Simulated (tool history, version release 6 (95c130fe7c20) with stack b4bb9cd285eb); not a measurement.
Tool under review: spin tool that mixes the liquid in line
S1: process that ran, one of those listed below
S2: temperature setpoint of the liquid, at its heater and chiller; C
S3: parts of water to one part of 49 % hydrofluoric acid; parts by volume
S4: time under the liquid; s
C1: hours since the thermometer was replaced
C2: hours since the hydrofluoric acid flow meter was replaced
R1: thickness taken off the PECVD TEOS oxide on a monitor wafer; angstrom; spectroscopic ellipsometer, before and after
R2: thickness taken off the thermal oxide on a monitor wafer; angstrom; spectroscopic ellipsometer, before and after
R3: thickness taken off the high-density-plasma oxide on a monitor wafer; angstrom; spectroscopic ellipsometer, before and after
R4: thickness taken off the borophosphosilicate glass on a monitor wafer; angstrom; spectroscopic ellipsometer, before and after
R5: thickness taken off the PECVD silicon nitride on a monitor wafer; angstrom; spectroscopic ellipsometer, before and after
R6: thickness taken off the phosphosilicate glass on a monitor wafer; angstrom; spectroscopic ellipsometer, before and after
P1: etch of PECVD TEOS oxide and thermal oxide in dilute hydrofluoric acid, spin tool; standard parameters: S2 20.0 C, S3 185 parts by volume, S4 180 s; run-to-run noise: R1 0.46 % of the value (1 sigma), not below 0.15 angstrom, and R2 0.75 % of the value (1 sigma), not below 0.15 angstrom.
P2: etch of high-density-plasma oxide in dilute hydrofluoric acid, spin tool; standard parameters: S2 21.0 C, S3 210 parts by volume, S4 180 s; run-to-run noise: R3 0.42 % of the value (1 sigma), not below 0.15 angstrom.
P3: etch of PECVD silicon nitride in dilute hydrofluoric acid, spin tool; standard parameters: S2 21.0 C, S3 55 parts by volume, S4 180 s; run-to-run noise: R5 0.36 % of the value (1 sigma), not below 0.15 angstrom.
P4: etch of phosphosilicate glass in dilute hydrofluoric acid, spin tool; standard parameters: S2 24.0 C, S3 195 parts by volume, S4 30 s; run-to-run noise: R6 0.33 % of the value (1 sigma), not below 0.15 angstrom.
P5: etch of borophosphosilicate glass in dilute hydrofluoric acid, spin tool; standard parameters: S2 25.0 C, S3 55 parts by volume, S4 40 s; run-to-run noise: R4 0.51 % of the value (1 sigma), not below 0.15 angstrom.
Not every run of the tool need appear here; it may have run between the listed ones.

run 1 hour=5.4 | S1=P1 S2=20.0 S3=185 S4=180 | C1=674.7 C2=284.2 | R1=130.920 R2=36.959
run 2 hour=11.3 | S1=P1 S2=20.0 S3=185 S4=180 | C1=680.6 C2=290.1 | R1=130.610 R2=37.057
run 3 hour=14.7 | S1=P2 S2=21.0 S3=210 S4=350 | C1=684.0 C2=293.5 | R3=107.470
run 4 hour=20.0 | S1=P5 S2=25.0 S3=55 S4=40 | C1=689.3 C2=298.8 | R4=476.51
run 5 hour=25.3 | S1=P3 S2=17.0 S3=55 S4=180 | C1=694.6 C2=304.1 | R5=42.648
run 6 hour=29.8 | S1=P1 S2=24.5 S3=185 S4=100 | C1=699.1 C2=308.6 | R1=87.352 R2=24.328
run 7 hour=34.0 | S1=P1 S2=20.0 S3=185 S4=180 | C1=703.3 C2=312.8 | R1=131.460 R2=37.479
run 8 hour=38.2 | S1=P3 S2=21.0 S3=55 S4=275 | C1=707.5 C2=317.0 | R5=86.523
run 9 hour=44.3 | S1=P4 S2=17.5 S3=195 S4=30 | C1=713.6 C2=323.1 | R6=63.054
run 10 hour=48.5 | S1=P1 S2=20.0 S3=185 S4=65 | C1=717.8 C2=327.3 | R1=47.583 R2=13.363
run 11 hour=52.4 | S1=P1 S2=20.0 S3=125 S4=345 | C1=721.7 C2=331.2 | R1=392.140 R2=110.820
run 12 hour=57.4 | S1=P3 S2=21.0 S3=95 S4=180 | C1=726.7 C2=336.2 | R5=33.175
run 13 hour=61.6 | S1=P1 S2=20.0 S3=280 S4=180 | C1=730.9 C2=340.4 | R1=79.111 R2=22.570
run 14 hour=65.8 | S1=P4 S2=24.0 S3=195 S4=30 | C1=735.1 C2=344.6 | R6=80.738
run 15 hour=70.4 | S1=P1 S2=20.0 S3=85 S4=180 | C1=739.7 C2=349.2 | R1=317.320 R2=89.097
run 16 hour=75.6 | S1=P5 S2=32.0 S3=55 S4=40 | C1=744.9 C2=354.4 | R4=638.24
run 17 hour=79.1 | S1=P1 S2=20.0 S3=185 S4=180 | C1=748.4 C2=357.9 | R1=129.830 R2=36.488
run 18 hour=83.2 | S1=P2 S2=29.0 S3=210 S4=180 | C1=752.5 C2=362.0 | R3=73.764
run 19 hour=89.3 | S1=P1 S2=17.0 S3=185 S4=180 | C1=758.6 C2=368.1 | R1=115.910 R2=33.234
run 20 hour=93.2 | S1=P1 S2=20.0 S3=185 S4=345 | C1=762.5 C2=372.0 | R1=251.890 R2=71.037
run 21 hour=98.8 | S1=P3 S2=21.0 S3=55 S4=180 | C1=768.1 C2=377.6 | R5=56.332
run 22 hour=102.7 | S1=P5 S2=25.0 S3=55 S4=80 | C1=772.0 C2=381.5 | R4=951.53
run 23 hour=106.6 | S1=P1 S2=26.5 S3=185 S4=180 | C1=775.9 C2=385.4 | R1=167.750 R2=47.415
run 24 hour=110.4 | S1=P2 S2=21.0 S3=35 S4=180 | C1=779.7 C2=389.2 | R3=399.250
-- hour=113.5 hydrofluoric acid flow meter replaced
run 25 hour=114.2 | S1=P5 S2=25.0 S3=25 S4=40 | C1=783.5 C2=0.7 | R4=1088.40
run 26 hour=120.4 | S1=P4 S2=24.0 S3=360 S4=30 | C1=789.7 C2=6.9 | R6=37.375
run 27 hour=127.0 | S1=P2 S2=21.0 S3=210 S4=180 | C1=796.3 C2=13.5 | R3=55.292
run 28 hour=132.2 | S1=P2 S2=21.0 S3=210 S4=180 | C1=801.5 C2=18.7 | R3=55.509
run 29 hour=135.6 | S1=P4 S2=24.0 S3=195 S4=30 | C1=804.9 C2=22.1 | R6=80.557
run 30 hour=139.0 | S1=P4 S2=24.0 S3=195 S4=60 | C1=808.3 C2=25.5 | R6=161.590
run 31 hour=142.8 | S1=P1 S2=20.0 S3=185 S4=180 | C1=812.1 C2=29.3 | R1=129.910 R2=37.292
run 32 hour=147.7 | S1=P1 S2=20.0 S3=185 S4=180 | C1=817.0 C2=34.2 | R1=135.420 R2=38.177
run 33 hour=153.1 | S1=P1 S2=20.0 S3=185 S4=180 | C1=822.4 C2=39.6 | R1=136.930 R2=38.863
run 34 hour=157.2 | S1=P1 S2=20.0 S3=185 S4=180 | C1=826.5 C2=43.7 | R1=138.730 R2=39.459
run 35 hour=162.8 | S1=P1 S2=20.0 S3=185 S4=180 | C1=832.1 C2=49.3 | R1=140.320 R2=39.613
run 36 hour=168.4 | S1=P1 S2=20.0 S3=185 S4=180 | C1=837.7 C2=54.9 | R1=142.850 R2=39.863
run 37 hour=173.7 | S1=P1 S2=20.0 S3=185 S4=180 | C1=843.0 C2=60.2 | R1=143.200 R2=40.597
run 38 hour=177.1 | S1=P1 S2=20.0 S3=185 S4=180 | C1=846.4 C2=63.6 | R1=141.740 R2=39.799
run 39 hour=181.7 | S1=P1 S2=20.0 S3=185 S4=180 | C1=851.0 C2=68.2 | R1=142.790 R2=40.500
run 40 hour=185.2 | S1=P1 S2=20.0 S3=185 S4=180 | C1=854.5 C2=71.7 | R1=141.900 R2=40.425
run 41 hour=190.3 | S1=P1 S2=20.0 S3=185 S4=180 | C1=859.6 C2=76.8 | R1=142.960 R2=40.323
run 42 hour=196.4 | S1=P1 S2=20.0 S3=185 S4=180 | C1=865.7 C2=82.9 | R1=142.710 R2=40.391

The log shows P1 creeping away from where it was. Any of the 2 causes listed here, at the size stated for it, fits the log just as well as the others:
A: liquid hotter than its thermometer reads (K) = 2.35
B: hydrofluoric acid flow above the setpoint (%) = 7.94
The process output started creeping at around hour 142.8.

Consider the 4 single-wafer check runs listed below, results given as question marks: which one distinguishes between the causes by giving clearly different results for each?
run check 1 hour=202.5 | S1=P3 S2=21.0 S3=55 S4=270 | R5=?
run check 2 hour=202.5 | S1=P5 S2=29.5 S3=55 S4=40 | R4=?
run check 3 hour=202.5 | S1=P4 S2=19.5 S3=305 S4=30 | R6=?
run check 4 hour=202.5 | S1=P2 S2=21.0 S3=210 S4=310 | R3=?

Check results expected under each cause:
check=check_1 result=R5 if_A=99.701 if_B=91.510
check=check_2 result=R4 if_A=627.70 if_B=622.29
check=check_3 result=R6 if_A=42.841 if_B=43.336
check=check_4 result=R3 if_A=103.700 if_B=104.100
Minimum pairwise separation of causes per check, each pair taken at its best-separating result: check 1 8.57 %; check 2 0.87 %; check 3 1.15 %; check 4 0.38 %
Check 1 tells the causes apart: in the others they would give nearly the same result.

Check 1 has now been run. It gave: R5 99.935 angstrom. Which of the candidate causes is it?

The cause is A: liquid hotter than its thermometer reads (K).
